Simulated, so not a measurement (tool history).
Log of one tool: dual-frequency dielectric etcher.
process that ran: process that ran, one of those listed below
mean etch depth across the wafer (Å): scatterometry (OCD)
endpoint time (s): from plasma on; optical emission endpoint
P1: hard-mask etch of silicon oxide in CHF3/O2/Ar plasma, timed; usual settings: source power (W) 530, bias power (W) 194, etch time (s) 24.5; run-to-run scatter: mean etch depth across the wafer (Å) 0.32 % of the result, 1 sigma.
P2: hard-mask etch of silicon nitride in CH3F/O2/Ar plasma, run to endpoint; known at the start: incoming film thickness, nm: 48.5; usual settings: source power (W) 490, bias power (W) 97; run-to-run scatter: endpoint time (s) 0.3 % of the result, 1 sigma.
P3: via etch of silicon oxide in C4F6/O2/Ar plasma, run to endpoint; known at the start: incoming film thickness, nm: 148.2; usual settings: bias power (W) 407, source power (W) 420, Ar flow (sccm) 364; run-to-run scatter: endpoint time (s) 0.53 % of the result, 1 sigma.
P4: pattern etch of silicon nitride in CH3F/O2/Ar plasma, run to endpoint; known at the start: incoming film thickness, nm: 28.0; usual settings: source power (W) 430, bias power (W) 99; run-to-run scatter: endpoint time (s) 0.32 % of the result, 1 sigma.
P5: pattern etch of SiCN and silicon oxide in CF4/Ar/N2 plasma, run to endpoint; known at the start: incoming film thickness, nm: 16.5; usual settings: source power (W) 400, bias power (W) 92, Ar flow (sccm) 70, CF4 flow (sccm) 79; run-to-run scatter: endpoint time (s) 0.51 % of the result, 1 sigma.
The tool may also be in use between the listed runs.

run,hour,process that ran,source power (W),bias power (W),etch time (s),Ar flow (sccm),CF4 flow (sccm),hours since the last wet clean,hours since the last source power generator calibration,hours since the last bias power generator calibration,mean etch depth across the wafer (Å),endpoint time (s)
1,6.1,P1,530,194,24.5,,,288.7,1766.3,1763,476.22,
2,12.4,P1,530,194,24.5,,,295,1772.6,1769.3,473.84,
3,18.5,P1,440,194,14,,,301.1,1778.7,1775.4,252.79,
4,24,P4,430,80,,,,306.6,1784.2,1780.9,,38.185
5,30.1,P1,400,194,24.5,,,312.7,1790.3,1787,431.01,
6,36.7,P1,530,194,24.5,,,319.3,1796.9,1793.6,474.64,
7,41.6,P1,530,194,24.5,,,324.2,1801.8,1798.5,475.36,
8,46.4,P3,420,407,,364,,329,1806.6,1803.3,,34.905
9,50.3,P1,680,194,32.5,,,332.9,1810.5,1807.2,693.53,
10,58.1,P1,530,194,13.5,,,340.7,1818.3,1815,262.77,
11,62.8,P3,420,407,,456,,345.4,1823,1819.7,,35.61
12,67,P3,570,407,,364,,349.6,1827.2,1823.9,,30.988
13,74.4,P5,400,92,,70,79,357,1834.6,1831.3,,17.518
14,81.3,P5,400,113,,70,79,363.9,1841.5,1838.2,,16.436
15,88.5,P5,400,92,,70,108,371.1,1848.7,1845.4,,17.097
16,96.9,P5,400,92,,51,79,379.5,1857.1,1853.8,,17.247
17,103.4,P3,420,240,,364,,386,1863.6,1860.3,,41.842
18,109.6,P2,490,124,,,,392.2,1869.8,1866.5,,52.969
19,113.9,P2,400,97,,,,396.5,1874.1,1870.8,,62.018
20,122.5,P4,280,99,,,,405.1,1882.7,1879.4,,41.7
21,129.7,P4,430,99,,,,412.3,1889.9,1886.6,,35.551
22,137,P1,530,194,24.5,,,419.6,1897.2,1893.9,475,

Forecast run 23:
23,141,P2,490,97,,,,423.6,1901.2,1897.9,,?

Run 23 gave endpoint time (s) 57.852.
